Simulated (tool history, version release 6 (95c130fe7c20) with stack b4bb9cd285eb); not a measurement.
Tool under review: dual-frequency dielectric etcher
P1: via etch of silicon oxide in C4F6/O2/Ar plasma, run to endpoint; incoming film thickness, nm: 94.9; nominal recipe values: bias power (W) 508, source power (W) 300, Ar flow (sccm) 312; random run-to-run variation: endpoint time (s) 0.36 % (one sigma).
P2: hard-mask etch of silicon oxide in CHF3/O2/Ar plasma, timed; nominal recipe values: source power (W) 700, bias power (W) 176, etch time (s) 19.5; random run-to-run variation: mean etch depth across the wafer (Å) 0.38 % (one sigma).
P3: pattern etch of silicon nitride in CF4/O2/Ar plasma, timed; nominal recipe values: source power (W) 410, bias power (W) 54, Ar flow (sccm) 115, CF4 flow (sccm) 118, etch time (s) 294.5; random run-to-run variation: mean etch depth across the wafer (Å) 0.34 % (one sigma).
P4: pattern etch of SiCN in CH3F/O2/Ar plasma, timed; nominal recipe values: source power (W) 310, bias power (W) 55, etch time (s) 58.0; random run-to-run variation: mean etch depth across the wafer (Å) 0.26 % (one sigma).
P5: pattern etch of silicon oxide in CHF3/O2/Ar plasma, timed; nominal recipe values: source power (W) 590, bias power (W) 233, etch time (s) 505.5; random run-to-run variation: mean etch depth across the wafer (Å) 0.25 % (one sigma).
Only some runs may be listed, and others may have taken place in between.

run   hour  process that ran  bias power (W)  source power (W)  Ar flow (sccm)  etch time (s)  CF4 flow (sccm)  endpoint time (s)  mean etch depth across the wafer (Å)
  1   11.4                P1             508               300             312                                             23.387
  2   21.8                P4              55               180                           58.0                                                                    149.63
  3   37.0                P5             326               590                          505.5                                                                  11624.00
  4   51.8                P1             508               300             392                                             23.835
  5   67.6                P4              55               310                           79.5                                                                    251.88
  6   75.6                P3              54               270             115          294.5              118                                                  3424.00
  7   83.7                P2             176               700                           12.5                                                                    266.93
  8   95.7                P1             508               300             312                                             23.311
  9  104.5                P1             508               380             432                                             22.182
 10  119.9                P3              54               410             115          294.5              118                                                  4977.80
 11  129.9                P1             508               300             312                                             23.328
 12  138.7                P1             361               300             395                                             27.352
 13  156.2                P1             508               300             219                                             22.451
 14  173.3                P1             508               300             312                                             23.343
 15  187.9                P3              54               410             115          294.5               78                                                  4685.90
 16  204.4                P1             508               300             312                                             23.362
 17  215.6                P4              77               310                           58.0                                                                    208.43
 18  231.9                P1             307               300             312                                             27.938
 19  242.0                P5             233               820                          505.5                                                                  11675.00
 20  257.2                P3              38               410             115          294.5              118                                                  4322.20
 21  269.5                P2             126               700                           19.5                                                                    375.33
 22  279.1                P5             233               590                          505.5                                                                  10320.00
 23  291.5                P1             508               170             312                                             28.764
 24  301.6                P5             233               590                          736.0                                                                  14956.00
 25  312.3                P2             176               470                           19.5                                                                    357.96
 26  323.5                P1             651               300             312                                             21.260
 27  332.2                P3              54               410              76          294.5              118                                                  5148.20
 28  341.1                P4              55               310                           58.0                                                                    184.45
 29  351.8                P3              54               410             115          294.5              118                                                  4943.10
 30  360.6                P3              54               410             115          177.5              118                                                  2974.00
 31  369.4                P1             508               360             312                                             21.791
 32  387.1                P1             508               300             312                                             23.548
 33  404.9                P2             176               700                           19.5                                                                    415.38
 34  415.1                P1             508               300             312                                             23.360
 35  429.6                P1             508               300             312                                             23.363
 36  440.0                P1             508               300             312                                             23.598
 37  455.0                P1             508               300             312                                             23.810
     459.3  -- wet clean of the chamber
 38  465.8                P1             508               300             312                                             23.946
 39  476.4                P1             508               300             312                                             23.934
 40  492.5                P1             508               300             312                                             23.669
 41  505.1                P1             508               300             312                                             23.797
 42  513.8                P1             508               300             312                                             23.776

The log shows P1 creeping away from where it was. Any of the 2 causes listed here, at the size stated for it, fits the log just as well as the others:
A: source power that arrives under what is set, % = 4.82
B: bias power that arrives under what is set, % = 4.67
Onset of the creep was near hour 415.1.
Each remaining cause and why it is not a fit:
chamber walls in a state that lowers the etch rate, %: serviced after onset, at hour 459.3, with no recovery of the prior output
Ar flow that arrives over what is set, %: can reach only 8, and even then endpoint time (s) would move by +0.9 %, too little or the wrong way

Consider the 4 single-wafer check runs listed below, results given as question marks: which one distinguishes between the causes by giving clearly different results for each?
check 1  522.5                P4              55               310                           58.0                                                                         ?
check 2  522.5                P2             176               700                           19.5                                                                         ?
check 3  522.5                P5             233               590                          505.5                                                                         ?
check 4  522.5                P3              54               410             115          294.5              118                                                        ?

What each check would give under each cause:
  check                                result      if A      if B
check 1  mean etch depth across the wafer (Å)    180.56    181.05
check 2  mean etch depth across the wafer (Å)    408.49    409.80
check 3  mean etch depth across the wafer (Å)  10118.00  10135.00
check 4  mean etch depth across the wafer (Å)   4723.10   4840.80
Separation of the two closest causes in each check, using whichever result separates them best: check 1 0.27 %; check 2 0.32 %; check 3 0.18 %; check 4 2.46 %
Check 4 distinguishes between the causes, while the remaining checks would return nearly the same result for all of them.

After running check 4, the following was obtained: mean etch depth across the wafer (Å) 4868.00. Which cause does this point to?

The correct cause is B, namely: bias power that arrives under what is set, %.
